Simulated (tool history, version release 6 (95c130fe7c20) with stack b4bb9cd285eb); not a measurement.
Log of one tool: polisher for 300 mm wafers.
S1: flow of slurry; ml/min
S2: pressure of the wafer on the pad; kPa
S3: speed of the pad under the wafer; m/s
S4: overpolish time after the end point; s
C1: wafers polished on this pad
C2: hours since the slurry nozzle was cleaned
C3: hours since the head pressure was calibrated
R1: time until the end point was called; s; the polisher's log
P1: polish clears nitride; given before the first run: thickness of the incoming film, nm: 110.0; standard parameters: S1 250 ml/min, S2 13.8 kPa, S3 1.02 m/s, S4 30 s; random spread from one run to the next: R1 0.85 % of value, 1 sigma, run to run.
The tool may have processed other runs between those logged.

run 1 hour=10.4 | S1=250 S2=13.8 S3=1.02 S4=30 | C1=219 C2=221.5 C3=479.7 | R1=203.10
run 2 hour=21.9 | S1=250 S2=13.8 S3=1.02 S4=30 | C1=276 C2=233.0 C3=491.2 | R1=204.31
run 3 hour=30.1 | S1=250 S2=13.8 S3=1.02 S4=9 | C1=317 C2=241.2 C3=499.4 | R1=203.59
run 4 hour=36.3 | S1=250 S2=22.1 S3=1.02 S4=30 | C1=348 C2=247.4 C3=505.6 | R1=127.84
run 5 hour=44.7 | S1=250 S2=13.8 S3=1.02 S4=30 | C1=389 C2=255.8 C3=514.0 | R1=206.39
run 6 hour=50.8 | S1=250 S2=13.8 S3=0.46 S4=30 | C1=419 C2=261.9 C3=520.1 | R1=456.55
run 7 hour=58.7 | S1=150 S2=13.8 S3=1.02 S4=11 | C1=459 C2=269.8 C3=528.0 | R1=218.41
run 8 hour=64.8 | S1=250 S2=13.8 S3=1.02 S4=30 | C1=489 C2=275.9 C3=534.1 | R1=202.24
run 9 hour=73.3 | S1=150 S2=13.8 S3=1.02 S4=30 | C1=531 C2=284.4 C3=542.6 | R1=217.21
run 10 hour=78.6 | S1=250 S2=13.8 S3=1.02 S4=30 | C1=557 C2=289.7 C3=547.9 | R1=202.33
run 11 hour=88.2 | S1=250 S2=7.6 S3=1.02 S4=30 | C1=605 C2=299.3 C3=557.5 | R1=367.62
run 12 hour=98.6 | S1=250 S2=13.8 S3=1.38 S4=30 | C1=656 C2=309.7 C3=567.9 | R1=150.64
run 13 hour=110.2 | S1=375 S2=13.8 S3=1.02 S4=30 | C1=713 C2=321.3 C3=579.5 | R1=195.87
run 14 hour=116.9 | S1=250 S2=13.8 S3=1.02 S4=56 | C1=747 C2=328.0 C3=586.2 | R1=205.04
run 15 hour=124.7 | S1=250 S2=9.0 S3=1.38 S4=30 | C1=785 C2=335.8 C3=594.0 | R1=234.03
run 16 hour=136.8 | S1=250 S2=13.8 S3=1.02 S4=30 | C1=845 C2=347.9 C3=606.1 | R1=204.87
run 17 hour=148.0 | S1=165 S2=7.6 S3=1.02 S4=30 | C1=901 C2=359.1 C3=617.3 | R1=398.58
run 18 hour=156.2 | S1=250 S2=13.8 S3=1.02 S4=30 | C1=941 C2=367.3 C3=625.5 | R1=200.59
run 19 hour=161.9 | S1=250 S2=13.8 S3=1.02 S4=30 | C1=969 C2=373.0 C3=631.2 | R1=202.78
run 20 hour=173.7 | S1=250 S2=13.8 S3=1.02 S4=30 | C1=1028 C2=384.8 C3=643.0 | R1=207.65
run 21 hour=185.9 | S1=250 S2=13.8 S3=1.02 S4=30 | C1=1088 C2=397.0 C3=655.2 | R1=210.11
run 22 hour=192.9 | S1=250 S2=13.8 S3=1.02 S4=30 | C1=1123 C2=404.0 C3=662.2 | R1=215.14
run 23 hour=199.3 | S1=250 S2=13.8 S3=1.02 S4=30 | C1=1155 C2=410.4 C3=668.6 | R1=216.47
run 24 hour=209.1 | S1=250 S2=13.8 S3=1.02 S4=30 | C1=1203 C2=420.2 C3=678.4 | R1=215.95
-- hour=210.9 head pressure recalibrated
run 25 hour=215.5 | S1=250 S2=13.8 S3=1.02 S4=30 | C1=1235 C2=426.6 C3=4.6 | R1=215.72
run 26 hour=221.9 | S1=250 S2=13.8 S3=1.02 S4=30 | C1=1266 C2=433.0 C3=11.0 | R1=216.29
run 27 hour=231.5 | S1=250 S2=13.8 S3=1.02 S4=30 | C1=1314 C2=442.6 C3=20.6 | R1=218.30
run 28 hour=242.7 | S1=250 S2=13.8 S3=1.02 S4=30 | C1=1369 C2=453.8 C3=31.8 | R1=220.09
run 29 hour=248.4 | S1=250 S2=13.8 S3=1.02 S4=30 | C1=1398 C2=459.5 C3=37.5 | R1=220.12

P1 no longer gives what it gave before; its output has crept away from where it was. The following 2 causes, each at its listed size, fit the log equally well:
A: removal rate lost through wear of the pad, % = 6.59
B: slurry flow missing at the pad, % = 39.2
The drift started at roughly hour 156.2.
Each remaining cause and why it is not a fit:
head's pressure below its setpoint, %: work on it at hour 210.9, done after the drift set in, did not restore what the process gave before

Below are 4 check runs, each averaged over 3 wafers, with their results shown as question marks. Which of them would give clearly different results depending on which cause is behind the drift?
run check 1 hour=254.1 | S1=250 S2=13.8 S3=0.64 S4=9 | R1=?
run check 2 hour=254.1 | S1=250 S2=9.7 S3=1.32 S4=30 | R1=?
run check 3 hour=254.1 | S1=150 S2=10.3 S3=1.02 S4=30 | R1=?
run check 4 hour=254.1 | S1=250 S2=7.6 S3=1.02 S4=30 | R1=?

How each check would come out, cause by cause:
check=check_1 result=R1 if_A=347.51 if_B=347.49
check=check_2 result=R1 if_A=240.70 if_B=240.68
check=check_3 result=R1 if_A=311.93 if_B=324.87
check=check_4 result=R1 if_A=396.44 if_B=396.42
Per check, the gap between the least separated pair of causes, taken in the result that splits them most: check 1 0.01 %; check 2 0.01 %; check 3 4.07 %; check 4 0.01 %
Check 3 is the one run that separates the causes; every other check would come out nearly the same whichever cause is at work.

Check 3 was then run and gave: R1 325.06 s. Which cause is it?

B is the cause: slurry flow missing at the pad, %.

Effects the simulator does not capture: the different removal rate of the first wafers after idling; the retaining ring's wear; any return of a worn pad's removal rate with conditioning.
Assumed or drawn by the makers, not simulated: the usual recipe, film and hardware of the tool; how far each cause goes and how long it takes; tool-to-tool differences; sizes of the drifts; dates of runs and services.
